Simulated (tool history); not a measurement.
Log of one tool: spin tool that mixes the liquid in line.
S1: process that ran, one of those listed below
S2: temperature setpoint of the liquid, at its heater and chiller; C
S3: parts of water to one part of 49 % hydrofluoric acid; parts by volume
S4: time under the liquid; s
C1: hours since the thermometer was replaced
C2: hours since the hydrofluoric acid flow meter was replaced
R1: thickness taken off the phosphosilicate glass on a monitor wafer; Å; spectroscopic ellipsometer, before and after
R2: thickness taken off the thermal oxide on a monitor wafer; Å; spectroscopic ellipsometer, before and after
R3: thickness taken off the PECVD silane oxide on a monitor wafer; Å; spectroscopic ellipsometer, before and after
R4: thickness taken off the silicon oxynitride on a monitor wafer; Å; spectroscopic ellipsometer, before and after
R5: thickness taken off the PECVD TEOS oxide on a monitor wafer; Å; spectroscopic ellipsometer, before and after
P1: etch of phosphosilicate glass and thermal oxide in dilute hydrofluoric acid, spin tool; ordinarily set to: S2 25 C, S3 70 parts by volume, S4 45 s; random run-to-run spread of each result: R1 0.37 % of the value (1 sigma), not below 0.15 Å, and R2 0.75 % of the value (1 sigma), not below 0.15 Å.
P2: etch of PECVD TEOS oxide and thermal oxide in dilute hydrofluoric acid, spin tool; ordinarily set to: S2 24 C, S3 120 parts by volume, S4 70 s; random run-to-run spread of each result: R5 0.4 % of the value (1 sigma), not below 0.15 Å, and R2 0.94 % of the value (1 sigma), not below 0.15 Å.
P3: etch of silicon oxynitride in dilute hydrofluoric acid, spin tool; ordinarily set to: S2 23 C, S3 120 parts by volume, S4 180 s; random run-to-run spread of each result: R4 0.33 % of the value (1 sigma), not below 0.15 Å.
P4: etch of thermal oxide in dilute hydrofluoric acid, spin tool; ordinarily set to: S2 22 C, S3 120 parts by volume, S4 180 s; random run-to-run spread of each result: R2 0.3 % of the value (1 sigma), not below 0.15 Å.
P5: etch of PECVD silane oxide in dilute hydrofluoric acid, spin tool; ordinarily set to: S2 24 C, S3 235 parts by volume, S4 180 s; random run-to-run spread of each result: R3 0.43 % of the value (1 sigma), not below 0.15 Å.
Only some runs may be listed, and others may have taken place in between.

| run | hour | S1 | S2 | S3 | S4 | C1 | C2 | R1 | R2 | R3 | R4 | R5 |
|---|---|---|---|---|---|---|---|---|---|---|---|---|
| 1 | 6 | P1 | 25 | 70 | 45 | 517.1 | 467.4 | 429.34 | 35.368 |  |  |  |
| 2 | 10.1 | P5 | 31.5 | 235 | 180 | 521.2 | 471.5 |  |  | 201.35 |  |  |
| 3 | 17.2 | P3 | 23 | 120 | 320 | 528.3 | 478.6 |  |  |  | 121.02 |  |
| 4 | 24.7 | P1 | 21 | 70 | 45 | 535.8 | 486.1 | 361.9 | 30.142 |  |  |  |
| 5 | 28.6 | P1 | 25 | 20 | 45 | 539.7 | 490 | 1605.9 | 132.71 |  |  |  |
| 6 | 36.3 | P1 | 25 | 70 | 25 | 547.4 | 497.7 | 238.71 | 19.318 |  |  |  |
| 7 | 43.1 | P2 | 24 | 205 | 70 | 554.2 | 504.5 |  | 14.522 |  |  | 67.195 |
| 8 | 50.4 | P2 | 24 | 120 | 70 | 561.5 | 511.8 |  | 27.612 |  |  | 126.86 |
| 9 | 56 | P1 | 25 | 70 | 65 | 567.1 | 517.4 | 620.56 | 51.394 |  |  |  |
| 10 | 63.8 | P5 | 24 | 235 | 180 | 574.9 | 525.2 |  |  | 156.43 |  |  |
| 11 | 67.5 | P5 | 24 | 235 | 295 | 578.6 | 528.9 |  |  | 256.73 |  |  |
| 12 | 72.8 | P4 | 18.5 | 120 | 180 | 583.9 | 534.2 |  | 57.386 |  |  |  |
| 13 | 80 | P1 | 25 | 70 | 45 | 591.1 | 541.4 | 431.98 | 35.384 |  |  |  |
| 14 | 83.9 | P4 | 22 | 30 | 180 | 595 | 545.3 |  | 296.36 |  |  |  |
| 15 | 91.5 | P2 | 24 | 120 | 70 | 602.6 | 552.9 |  | 28.053 |  |  | 125.36 |
| 16 | 99.5 | P3 | 23 | 65 | 180 | 610.6 | 560.9 |  |  |  | 131.27 |  |
| 17 | 105.5 | P3 | 23 | 120 | 180 | 616.6 | 566.9 |  |  |  | 68.143 |  |
| 18 | 113.5 | P1 | 25 | 70 | 45 | 624.6 | 574.9 | 430.44 | 35.015 |  |  |  |
| 19 | 119.5 | P1 | 32.5 | 70 | 45 | 630.6 | 580.9 | 576.1 | 47.39 |  |  |  |
| 20 | 127 | P4 | 22 | 120 | 30 | 638.1 | 588.4 |  | 10.833 |  |  |  |
| 21 | 133.8 | P1 | 25 | 70 | 45 | 644.9 | 595.2 | 430.58 | 35.558 |  |  |  |
| 22 | 137.7 | P4 | 22 | 120 | 180 | 648.8 | 599.1 |  | 66.609 |  |  |  |
| 23 | 143.7 | P2 | 17 | 120 | 70 | 654.8 | 605.1 |  | 21.193 |  |  | 95.721 |
| 24 | 148.3 | P1 | 28.5 | 70 | 15 | 659.4 | 609.7 | 165.61 | 13.408 |  |  |  |
| 25 | 152.2 | P5 | 24 | 405 | 180 | 663.3 | 613.6 |  |  | 77.077 |  |  |
| 26 | 156.4 | P1 | 25 | 100 | 45 | 667.5 | 617.8 | 291.87 | 23.077 |  |  |  |
|  | 160 | thermometer replaced |
| 27 | 162.7 | P1 | 25 | 70 | 45 | 2.8 | 624.1 | 429.58 | 35.569 |  |  |  |
| 28 | 168.9 | P2 | 24 | 120 | 15 | 9 | 630.3 |  | 5.8044 |  |  | 27.034 |
| 29 | 173.3 | P3 | 23 | 120 | 180 | 13.4 | 634.7 |  |  |  | 68.401 |  |
| 30 | 178.8 | P3 | 31.5 | 120 | 180 | 18.9 | 640.2 |  |  |  | 99.343 |  |
| 31 | 184.9 | P1 | 25 | 70 | 45 | 25 | 646.3 | 430.99 | 34.711 |  |  |  |
| 32 | 189.9 | P1 | 25 | 70 | 45 | 30 | 651.3 | 417.39 | 34.433 |  |  |  |
| 33 | 197.5 | P1 | 25 | 70 | 45 | 37.6 | 658.9 | 405.32 | 33.388 |  |  |  |
| 34 | 204.6 | P1 | 25 | 70 | 45 | 44.7 | 666 | 404.92 | 33.008 |  |  |  |
| 35 | 209.2 | P1 | 25 | 70 | 45 | 49.3 | 670.6 | 401.28 | 32.959 |  |  |  |
| 36 | 213.8 | P1 | 25 | 70 | 45 | 53.9 | 675.2 | 401.76 | 33.12 |  |  |  |
| 37 | 218.4 | P1 | 25 | 70 | 45 | 58.5 | 679.8 | 400.57 | 32.834 |  |  |  |

P1 has crept away from where it was. The log is fitted equally well by each of these 2 causes, at the sizes shown:
A: liquid colder than its thermometer reads (K) = 1.68
B: hydrofluoric acid flow below the setpoint (%) = 6.01
At approximately hour 184.9, the process output began to creep.

Each of the 4 check runs below uses one wafer; its results are left as question marks. Which run tells the causes apart?
| check 1 | 223 | P4 | 22 | 30 | 40 |  |  |  | ? |  |  |  |
| check 2 | 223 | P2 | 17 | 120 | 70 |  |  |  | ? |  |  | ? |
| check 3 | 223 | P3 | 30.5 | 120 | 285 |  |  |  |  |  | ? |  |
| check 4 | 223 | P5 | 31 | 370 | 180 |  |  |  |  | ? |  |  |

Expected result of each check under each candidate cause:
| check | result | if A | if B |
|---|---|---|---|
| check 1 | R2 | 61.325 | 61.775 |
| check 2 | R2 | 19.54 | 19.559 |
| check 2 | R5 | 88.843 | 88.927 |
| check 3 | R4 | 140.72 | 141.4 |
| check 4 | R3 | 103.61 | 100.07 |
Minimum pairwise separation of causes per check, each pair taken at its best-separating result: check 1 0.73 %; check 2 0.09 %; check 3 0.48 %; check 4 3.48 %
Check 4 distinguishes between the causes, while the remaining checks would return nearly the same result for all of them.

Here is what check 4 returned: R3 103.25 Å. Which cause is it?

Of the candidate causes, it is A: liquid colder than its thermometer reads (K).
